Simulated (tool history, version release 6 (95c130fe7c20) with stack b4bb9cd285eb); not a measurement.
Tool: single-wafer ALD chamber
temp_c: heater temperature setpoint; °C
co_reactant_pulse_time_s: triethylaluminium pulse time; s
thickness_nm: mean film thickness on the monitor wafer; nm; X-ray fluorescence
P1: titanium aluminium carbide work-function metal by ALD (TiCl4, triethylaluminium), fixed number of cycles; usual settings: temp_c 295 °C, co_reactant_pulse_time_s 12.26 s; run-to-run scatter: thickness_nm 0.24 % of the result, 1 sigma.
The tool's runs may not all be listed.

run	hour	temp_c	co_reactant_pulse_time_s	hours since the last thermocouple change	hours since the last triethylaluminium bottle change	thickness_nm
1	16.3	295	12.26	845.4	283.3	1.9517
2	25.9	295	12.26	855	292.9	1.9591
3	34.8	319	12.26	863.9	301.8	2.1658
4	42.8	295	12.26	871.9	309.8	1.9572
5	57.2	295	15.86	886.3	324.2	1.9775
6	73.5	272	19.96	902.6	340.5	1.784
# hour 77.7: thermocouple changed; heater temperature recalibrated
7	83.6	295	12.26	5.9	350.6	1.9534
8	96.6	295	12.26	18.9	363.6	1.9635
9	110	295	4.74	32.3	377	1.5968
# hour 116.1: triethylaluminium bottle replaced
10	120.6	274	12.26	42.9	4.6	1.7749
11	137.2	307	5.25	59.5	21.2	1.7454
12	149.3	295	12.26	71.6	33.3	1.9603
13	159.1	295	12.26	81.4	43.1	1.9514
14	172.6	295	12.26	94.9	56.6	1.9418

Run 15 comes next. What will it give?
15	184.9	295	12.26	107.2	68.9	?

thickness_nm: 1.9349 nm
